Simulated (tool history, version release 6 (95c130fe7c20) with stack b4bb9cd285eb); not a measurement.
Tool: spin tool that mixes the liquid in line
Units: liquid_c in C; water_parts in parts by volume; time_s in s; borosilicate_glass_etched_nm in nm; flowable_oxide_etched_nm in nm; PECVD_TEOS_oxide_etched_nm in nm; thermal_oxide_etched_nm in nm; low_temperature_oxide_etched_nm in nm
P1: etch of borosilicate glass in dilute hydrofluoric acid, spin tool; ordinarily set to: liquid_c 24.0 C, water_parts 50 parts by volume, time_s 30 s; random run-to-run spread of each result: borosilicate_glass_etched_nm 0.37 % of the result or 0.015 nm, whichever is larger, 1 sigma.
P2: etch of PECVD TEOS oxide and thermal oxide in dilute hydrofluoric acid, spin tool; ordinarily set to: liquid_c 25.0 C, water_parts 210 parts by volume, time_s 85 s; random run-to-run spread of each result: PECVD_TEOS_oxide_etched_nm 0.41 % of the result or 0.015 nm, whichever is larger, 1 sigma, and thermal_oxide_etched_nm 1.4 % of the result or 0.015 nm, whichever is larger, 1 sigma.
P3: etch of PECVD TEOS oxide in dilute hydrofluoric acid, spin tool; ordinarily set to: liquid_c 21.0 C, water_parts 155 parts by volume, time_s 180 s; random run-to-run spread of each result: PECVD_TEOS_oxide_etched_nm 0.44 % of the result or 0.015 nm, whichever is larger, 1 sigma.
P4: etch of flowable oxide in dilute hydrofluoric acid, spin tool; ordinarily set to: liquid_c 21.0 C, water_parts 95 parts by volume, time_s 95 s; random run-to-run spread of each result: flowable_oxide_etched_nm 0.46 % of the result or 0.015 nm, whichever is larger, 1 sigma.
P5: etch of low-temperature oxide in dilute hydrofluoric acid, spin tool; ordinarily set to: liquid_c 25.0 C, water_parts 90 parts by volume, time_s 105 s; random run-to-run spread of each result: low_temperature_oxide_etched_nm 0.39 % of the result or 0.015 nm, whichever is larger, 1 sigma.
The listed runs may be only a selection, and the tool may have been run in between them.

| run | hour | process | liquid_c | water_parts | time_s | hours since the thermometer was replaced | hours since the hydrofluoric acid flow meter was replaced | borosilicate_glass_etched_nm | flowable_oxide_etched_nm | PECVD_TEOS_oxide_etched_nm | thermal_oxide_etched_nm | low_temperature_oxide_etched_nm |
|---|---|---|---|---|---|---|---|---|---|---|---|---|
| 1 | 13.7 | P1 | 24.0 | 50 | 30 | 559.1 | 277.4 | 17.7960 |  |  |  |  |
| 2 | 21.7 | P1 | 17.5 | 50 | 30 | 567.1 | 285.4 | 13.5950 |  |  |  |  |
| 3 | 30.7 | P4 | 17.0 | 95 | 95 | 576.1 | 294.4 |  | 30.161 |  |  |  |
| 4 | 44.5 | P2 | 25.0 | 210 | 85 | 589.9 | 308.2 |  |  | 10.3860 | 1.7758 |  |
| 5 | 51.3 | P4 | 21.0 | 95 | 95 | 596.7 | 315.0 |  | 35.695 |  |  |  |
| 6 | 64.0 | P2 | 33.0 | 210 | 85 | 609.4 | 327.7 |  |  | 13.7740 | 2.3705 |  |
| 7 | 76.0 | P1 | 24.0 | 50 | 15 | 621.4 | 339.7 | 8.9291 |  |  |  |  |
| 8 | 90.0 | P2 | 25.0 | 210 | 165 | 635.4 | 353.7 |  |  | 20.1630 | 3.4575 |  |
| 9 | 103.5 | P1 | 24.0 | 50 | 55 | 648.9 | 367.2 | 32.8110 |  |  |  |  |
| 10 | 117.6 | P1 | 29.5 | 50 | 30 | 663.0 | 381.3 | 22.2320 |  |  |  |  |
|  | 125.1 | hydrofluoric acid flow meter replaced |
| 11 | 125.4 | P5 | 25.0 | 90 | 105 | 670.8 | 0.3 |  |  |  |  | 13.1630 |
| 12 | 133.9 | P1 | 24.0 | 50 | 30 | 679.3 | 8.8 | 17.8530 |  |  |  |  |
| 13 | 148.3 | P5 | 25.0 | 90 | 105 | 693.7 | 23.2 |  |  |  |  | 13.1200 |
| 14 | 162.2 | P1 | 24.0 | 50 | 30 | 707.6 | 37.1 | 17.6830 |  |  |  |  |
| 15 | 177.6 | P3 | 21.0 | 155 | 90 | 723.0 | 52.5 |  |  | 7.2392 |  |  |
| 16 | 186.5 | P3 | 17.0 | 155 | 180 | 731.9 | 61.4 |  |  | 12.2420 |  |  |
| 17 | 201.0 | P3 | 21.0 | 155 | 180 | 746.4 | 75.9 |  |  | 14.3400 |  |  |
| 18 | 210.9 | P1 | 24.0 | 50 | 30 | 756.3 | 85.8 | 17.7380 |  |  |  |  |
| 19 | 225.4 | P3 | 21.0 | 30 | 180 | 770.8 | 100.3 |  |  | 86.5020 |  |  |
| 20 | 240.8 | P2 | 25.0 | 60 | 85 | 786.2 | 115.7 |  |  | 43.3270 | 7.1747 |  |
| 21 | 253.3 | P4 | 21.0 | 95 | 135 | 798.7 | 128.2 |  | 51.022 |  |  |  |
| 22 | 267.8 | P1 | 24.0 | 25 | 30 | 813.2 | 142.7 | 36.8240 |  |  |  |  |
| 23 | 278.0 | P1 | 17.0 | 75 | 30 | 823.4 | 152.9 | 8.6153 |  |  |  |  |
| 24 | 288.9 | P1 | 24.0 | 85 | 30 | 834.3 | 163.8 | 9.9589 |  |  |  |  |
| 25 | 300.9 | P1 | 24.0 | 50 | 30 | 846.3 | 175.8 | 17.9260 |  |  |  |  |
| 26 | 316.0 | P5 | 18.0 | 90 | 105 | 861.4 | 190.9 |  |  |  |  | 9.9243 |
| 27 | 328.6 | P2 | 25.0 | 210 | 85 | 874.0 | 203.5 |  |  | 10.4130 | 1.7481 |  |
| 28 | 343.5 | P4 | 21.0 | 95 | 95 | 888.9 | 218.4 |  | 35.859 |  |  |  |
| 29 | 353.1 | P5 | 25.0 | 90 | 15 | 898.5 | 228.0 |  |  |  |  | 1.9208 |
| 30 | 365.1 | P5 | 25.0 | 40 | 105 | 910.5 | 240.0 |  |  |  |  | 31.6930 |
| 31 | 377.1 | P1 | 24.0 | 50 | 30 | 922.5 | 252.0 | 17.7390 |  |  |  |  |
| 32 | 386.1 | P4 | 21.0 | 25 | 95 | 931.5 | 261.0 |  | 148.040 |  |  |  |
| 33 | 395.5 | P1 | 24.0 | 50 | 30 | 940.9 | 270.4 | 17.7640 |  |  |  |  |
| 34 | 403.2 | P1 | 24.0 | 50 | 30 | 948.6 | 278.1 | 17.7410 |  |  |  |  |
| 35 | 418.0 | P1 | 24.0 | 50 | 30 | 963.4 | 292.9 | 18.8740 |  |  |  |  |
| 36 | 432.9 | P1 | 24.0 | 50 | 30 | 978.3 | 307.8 | 19.1850 |  |  |  |  |
| 37 | 442.4 | P1 | 24.0 | 50 | 30 | 987.8 | 317.3 | 19.3480 |  |  |  |  |
| 38 | 456.7 | P1 | 24.0 | 50 | 30 | 1002.1 | 331.6 | 19.4280 |  |  |  |  |
| 39 | 464.9 | P1 | 24.0 | 50 | 30 | 1010.3 | 339.8 | 19.4390 |  |  |  |  |
| 40 | 474.0 | P1 | 24.0 | 50 | 30 | 1019.4 | 348.9 | 19.5970 |  |  |  |  |

P1 no longer gives what it gave before; its output has crept away from where it was. The following 2 causes, each at its listed size, fit the log equally well:
A: liquid hotter than its thermometer reads (K) = 2.23
B: hydrofluoric acid flow above the setpoint (%) = 8.9
The drift started at roughly hour 403.2.

Question marks stand in for the results of the 4 check runs listed below, each run on one wafer. Under which run would the listed causes show clearly different results?
| check 1 | 483.1 | P5 | 25.0 | 60 | 20 |  |  |  |  |  |  | ? |
| check 2 | 483.1 | P4 | 18.0 | 60 | 95 |  |  |  | ? |  |  |  |
| check 3 | 483.1 | P2 | 32.5 | 210 | 85 |  |  |  |  | ? | ? |  |
| check 4 | 483.1 | P3 | 21.0 | 40 | 180 |  |  |  |  | ? |  |  |

Check results expected under each cause:
| check | result | if A | if B |
|---|---|---|---|
| check 1 | low_temperature_oxide_etched_nm | 4.2863 | 4.2961 |
| check 2 | flowable_oxide_etched_nm | 57.130 | 56.903 |
| check 3 | PECVD_TEOS_oxide_etched_nm | 14.4950 | 14.9970 |
| check 3 | thermal_oxide_etched_nm | 2.4618 | 2.5470 |
| check 4 | PECVD_TEOS_oxide_etched_nm | 70.2540 | 69.9380 |
Per-check spread between the two closest causes, in the result where they differ most: check 1 0.23 %; check 2 0.4 %; check 3 3.4 %; check 4 0.45 %
Of the check runs offered, only check 3 discriminates between the causes; the rest would read about the same regardless of which cause applies.

Check 3 was then run and gave: PECVD_TEOS_oxide_etched_nm 15.0190 nm; thermal_oxide_etched_nm 2.5607 nm. Which cause is it?

It is B: hydrofluoric acid flow above the setpoint (%).
